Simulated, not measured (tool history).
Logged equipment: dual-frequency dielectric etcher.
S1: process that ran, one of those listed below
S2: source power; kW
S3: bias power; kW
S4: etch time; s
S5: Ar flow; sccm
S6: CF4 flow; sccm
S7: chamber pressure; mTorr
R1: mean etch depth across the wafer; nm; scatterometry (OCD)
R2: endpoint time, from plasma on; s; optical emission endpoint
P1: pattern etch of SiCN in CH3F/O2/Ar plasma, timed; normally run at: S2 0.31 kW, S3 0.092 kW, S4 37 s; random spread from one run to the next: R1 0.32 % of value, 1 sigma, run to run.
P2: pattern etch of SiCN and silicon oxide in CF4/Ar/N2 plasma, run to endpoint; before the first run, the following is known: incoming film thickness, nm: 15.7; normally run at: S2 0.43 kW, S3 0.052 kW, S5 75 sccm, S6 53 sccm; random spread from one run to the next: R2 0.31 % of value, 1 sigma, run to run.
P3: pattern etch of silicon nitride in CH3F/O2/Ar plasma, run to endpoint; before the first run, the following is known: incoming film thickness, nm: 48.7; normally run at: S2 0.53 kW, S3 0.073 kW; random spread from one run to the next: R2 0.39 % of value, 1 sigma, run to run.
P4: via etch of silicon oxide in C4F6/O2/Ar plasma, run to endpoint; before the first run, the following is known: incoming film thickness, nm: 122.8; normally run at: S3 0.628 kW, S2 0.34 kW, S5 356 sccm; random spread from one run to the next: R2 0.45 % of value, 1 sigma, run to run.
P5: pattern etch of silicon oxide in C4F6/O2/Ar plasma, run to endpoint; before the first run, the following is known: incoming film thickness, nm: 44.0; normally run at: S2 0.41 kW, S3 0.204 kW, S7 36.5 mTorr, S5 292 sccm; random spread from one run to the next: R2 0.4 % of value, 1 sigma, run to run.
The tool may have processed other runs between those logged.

Run 1, hour 10.6: S1 P1, S2 0.31 kW, S3 0.092 kW, S4 37 s. Result: R1 13.637 nm.
Run 2, hour 18.6: S1 P1, S2 0.31 kW, S3 0.092 kW, S4 37 s. Result: R1 13.672 nm.
Run 3, hour 31.2: S1 P1, S2 0.31 kW, S3 0.092 kW, S4 37 s. Result: R1 13.664 nm.
Run 4, hour 44.7: S1 P1, S2 0.31 kW, S3 0.092 kW, S4 37 s. Result: R1 13.608 nm.
Run 5, hour 52.5: S1 P4, S2 0.27 kW, S3 0.628 kW, S5 356 sccm. Result: R2 29.578 s.
Run 6, hour 63.9: S1 P4, S2 0.34 kW, S3 0.628 kW, S5 466 sccm. Result: R2 28.013 s.
Run 7, hour 78.8: S1 P1, S2 0.19 kW, S3 0.092 kW, S4 37 s. Result: R1 11.392 nm.
Run 8, hour 88.5: S1 P2, S2 0.43 kW, S3 0.031 kW, S5 75 sccm, S6 53 sccm. Result: R2 24.426 s.
Run 9, hour 103.5: S1 P1, S2 0.31 kW, S3 0.092 kW, S4 37 s. Result: R1 13.646 nm.
Run 10, hour 117.7: S1 P3, S2 0.53 kW, S3 0.092 kW. Result: R2 59.808 s.
Run 11, hour 128.7: S1 P2, S2 0.43 kW, S3 0.052 kW, S5 75 sccm, S6 32 sccm. Result: R2 23.124 s.
Run 12, hour 136.7: S1 P1, S2 0.31 kW, S3 0.118 kW, S4 37 s. Result: R1 15.063 nm.
Run 13, hour 149.5: S1 P2, S2 0.43 kW, S3 0.052 kW, S5 75 sccm, S6 53 sccm. Result: R2 21.163 s.
Run 14, hour 163.7: S1 P5, S2 0.41 kW, S3 0.204 kW, S5 230 sccm, S7 36.5 mTorr. Result: R2 13.188 s.
Run 15, hour 172.5: S1 P5, S2 0.57 kW, S3 0.204 kW, S5 292 sccm, S7 36.5 mTorr. Result: R2 11.909 s.
Run 16, hour 188.1: S1 P1, S2 0.43 kW, S3 0.092 kW, S4 37 s. Result: R1 15.335 nm.
Run 17, hour 203.8: S1 P1, S2 0.31 kW, S3 0.11 kW, S4 47 s. Result: R1 18.506 nm.
Run 18, hour 214.1: S1 P5, S2 0.41 kW, S3 0.204 kW, S5 292 sccm, S7 44 mTorr. Result: R2 13.897 s.
Run 19, hour 227.8: S1 P2, S2 0.55 kW, S3 0.052 kW, S5 75 sccm, S6 53 sccm. Result: R2 16.915 s.
Run 20, hour 242.9: S1 P1, S2 0.31 kW, S3 0.092 kW, S4 26.5 s. Result: R1 9.7946 nm.
Run 21, hour 250.5: S1 P2, S2 0.43 kW, S3 0.052 kW, S5 75 sccm, S6 53 sccm. Result: R2 21.064 s.
Run 22, hour 262: S1 P2, S2 0.43 kW, S3 0.052 kW, S5 54 sccm, S6 53 sccm. Result: R2 19.963 s.
Run 23, hour 276.5: S1 P1, S2 0.31 kW, S3 0.066 kW, S4 37 s. Result: R1 12.07 nm.
Run 24, hour 287.6: S1 P4, S2 0.34 kW, S3 0.628 kW, S5 356 sccm. Result: R2 27.184 s.
Run 25, hour 301.7: S1 P1, S2 0.31 kW, S3 0.092 kW, S4 37 s. Result: R1 13.63 nm.
Run 26, hour 317.7: S1 P1, S2 0.25 kW, S3 0.092 kW, S4 44 s. Result: R1 14.987 nm.
Run 27, hour 332.2: S1 P5, S2 0.41 kW, S3 0.204 kW, S5 292 sccm, S7 36.5 mTorr. Result: R2 13.517 s.
Run 28, hour 340: S1 P1, S2 0.31 kW, S3 0.092 kW, S4 55 s. Result: R1 20.171 nm.
Run 29, hour 354.4: S1 P4, S2 0.34 kW, S3 0.463 kW, S5 356 sccm. Result: R2 30.673 s.
Run 30, hour 365.7: S1 P4, S2 0.34 kW, S3 0.628 kW, S5 356 sccm. Result: R2 27.187 s.
Run 31, hour 381.7: S1 P3, S2 0.53 kW, S3 0.073 kW. Result: R2 64.427 s.
Run 32, hour 393.2: S1 P5, S2 0.41 kW, S3 0.159 kW, S5 292 sccm, S7 36.5 mTorr. Result: R2 14.644 s.
Run 33, hour 401: S1 P5, S2 0.41 kW, S3 0.204 kW, S5 292 sccm, S7 36.5 mTorr. Result: R2 13.734 s.
Run 34, hour 412.3: S1 P3, S2 0.67 kW, S3 0.073 kW. Result: R2 58.813 s.
Run 35, hour 425.3: S1 P1, S2 0.31 kW, S3 0.092 kW, S4 37 s. Result: R1 13.594 nm.
Run 36, hour 432.9: S1 P1, S2 0.31 kW, S3 0.092 kW, S4 37 s. Result: R1 13.522 nm.
Run 37, hour 448.4: S1 P1, S2 0.31 kW, S3 0.092 kW, S4 37 s. Result: R1 13.416 nm.
Run 38, hour 464.5: S1 P1, S2 0.31 kW, S3 0.092 kW, S4 37 s. Result: R1 13.426 nm.
Run 39, hour 472.4: S1 P1, S2 0.31 kW, S3 0.092 kW, S4 37 s. Result: R1 13.451 nm.
Run 40, hour 482.8: S1 P1, S2 0.31 kW, S3 0.092 kW, S4 37 s. Result: R1 13.403 nm.
Run 41, hour 491.3: S1 P1, S2 0.31 kW, S3 0.092 kW, S4 37 s. Result: R1 13.41 nm.
Run 42, hour 499.9: S1 P1, S2 0.31 kW, S3 0.092 kW, S4 37 s. Result: R1 13.435 nm.
At hour 501.5: wet clean of the chamber.
Run 43, hour 513.1: S1 P1, S2 0.31 kW, S3 0.092 kW, S4 37 s. Result: R1 13.369 nm.
Run 44, hour 524.2: S1 P1, S2 0.31 kW, S3 0.092 kW, S4 37 s. Result: R1 13.38 nm.
Run 45, hour 533.7: S1 P1, S2 0.31 kW, S3 0.092 kW, S4 37 s. Result: R1 13.408 nm.
Run 46, hour 542.8: S1 P1, S2 0.31 kW, S3 0.092 kW, S4 37 s. Result: R1 13.43 nm.

P1 has crept away from where it was. The log is fitted equally well by each of these 2 causes, at the sizes shown:
A: bias power that arrives under what is set, % = 4.22
B: source power that arrives under what is set, % = 4.31
At approximately hour 425.3, the process output began to creep.
What rules out each remaining cause:
chamber walls in a state that lowers the etch rate, %: serviced after onset, at hour 501.5, with no recovery of the prior output

Question marks stand in for the results of the 4 check runs listed below, each run on one wafer. Under which run would the listed causes show clearly different results?
Run check 1, hour 551.9: S1 P3, S2 0.53 kW, S3 0.073 kW. Result: R2 ?.
Run check 2, hour 551.9: S1 P5, S2 0.41 kW, S3 0.204 kW, S5 292 sccm, S7 36.5 mTorr. Result: R2 ?.
Run check 3, hour 551.9: S1 P2, S2 0.43 kW, S3 0.052 kW, S5 75 sccm, S6 53 sccm. Result: R2 ?.
Run check 4, hour 551.9: S1 P4, S2 0.34 kW, S3 0.628 kW, S5 356 sccm. Result: R2 ?.

Outcome of each check run for each possible cause:
  check  result    if A    if B
check 1      R2  65.581  65.738
check 2      R2  13.792  13.836
check 3      R2  21.404  21.963
check 4      R2  27.709  27.691
Separation of the two closest causes in each check, using whichever result separates them best: check 1 0.24 %; check 2 0.31 %; check 3 2.58 %; check 4 0.07 %
Of the check runs offered, only check 3 discriminates between the causes; the rest would read about the same regardless of which cause applies.

The results of check 3 are: R2 21.471 s. Based on these, which of the listed causes is it?

Of the candidate causes, it is A: bias power that arrives under what is set, %.
